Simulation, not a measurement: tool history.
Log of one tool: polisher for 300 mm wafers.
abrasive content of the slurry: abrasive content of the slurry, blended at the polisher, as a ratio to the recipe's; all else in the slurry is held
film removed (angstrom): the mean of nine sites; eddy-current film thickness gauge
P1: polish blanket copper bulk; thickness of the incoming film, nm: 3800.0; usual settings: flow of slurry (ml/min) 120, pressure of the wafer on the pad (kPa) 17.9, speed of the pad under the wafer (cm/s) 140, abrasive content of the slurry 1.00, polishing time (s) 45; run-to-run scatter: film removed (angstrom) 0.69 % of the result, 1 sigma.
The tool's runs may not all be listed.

run   hour  flow of slurry (ml/min)  pressure of the wafer on the pad (kPa)  speed of the pad under the wafer (cm/s)  abrasive content of the slurry  polishing time (s)  film removed (angstrom)
  1   11.6                      120                                    17.9                                      140                            1.00                  45                   6032.0
  2   21.5                      120                                    17.9                                      140                            1.00                  45                   6016.0
  3   32.4                      120                                    22.8                                      140                            1.00                  45                   7791.5
  4   43.5                      120                                    17.9                                      140                            1.00                  45                   6105.7
  5   51.1                      120                                    24.1                                      140                            1.45                  45                   8928.9
  6   64.7                      120                                    17.9                                      140                            1.00                  45                   6060.4
  7   73.3                      120                                    17.9                                      140                            1.45                  45                   6653.2
  8   79.8                       70                                    17.9                                      140                            1.00                  45                   5234.3
  9   92.6                      120                                    17.9                                      140                            1.00                  21                   2847.6
 10  102.0                      120                                    17.9                                      202                            1.00                  45                   8678.7
 11  113.6                      120                                    17.9                                      140                            1.00                  65                   8708.0
 12  125.6                      155                                    17.9                                      140                            1.00                  45                   6359.3
 13  133.1                      120                                    17.9                                       66                            1.00                  45                   2839.2
 14  141.5                      120                                    17.9                                      140                            0.50                  45                   5214.5
 15  148.8                      120                                     9.7                                      140                            1.00                  45                   3306.2
 16  158.5                      120                                    17.9                                      140                            1.00                  45                   6039.7
 17  167.3                      120                                    17.9                                      140                            1.00                  45                   5904.1
 18  178.6                      120                                    17.9                                      140                            1.00                  45                   5796.3
 19  190.1                      120                                    17.9                                      140                            1.00                  45                   5646.9
     196.2  -- worn pad replaced by a new one
 20  201.1                      120                                    17.9                                      140                            1.00                  45                   5672.9
 21  210.5                      120                                    17.9                                      140                            1.00                  45                   5629.0
 22  218.6                      120                                    17.9                                      140                            1.00                  45                   5603.0
     222.2  -- slurry blender recalibrated
 23  229.9                      120                                    17.9                                      140                            1.00                  45                   5494.4
 24  243.1                      120                                    17.9                                      140                            1.00                  45                   5492.7

Forecast run 25:
 25  253.7                      120                                    17.9                                      140                            1.00                  45                        ?

Run 25 gave film removed (angstrom) 5474.0.
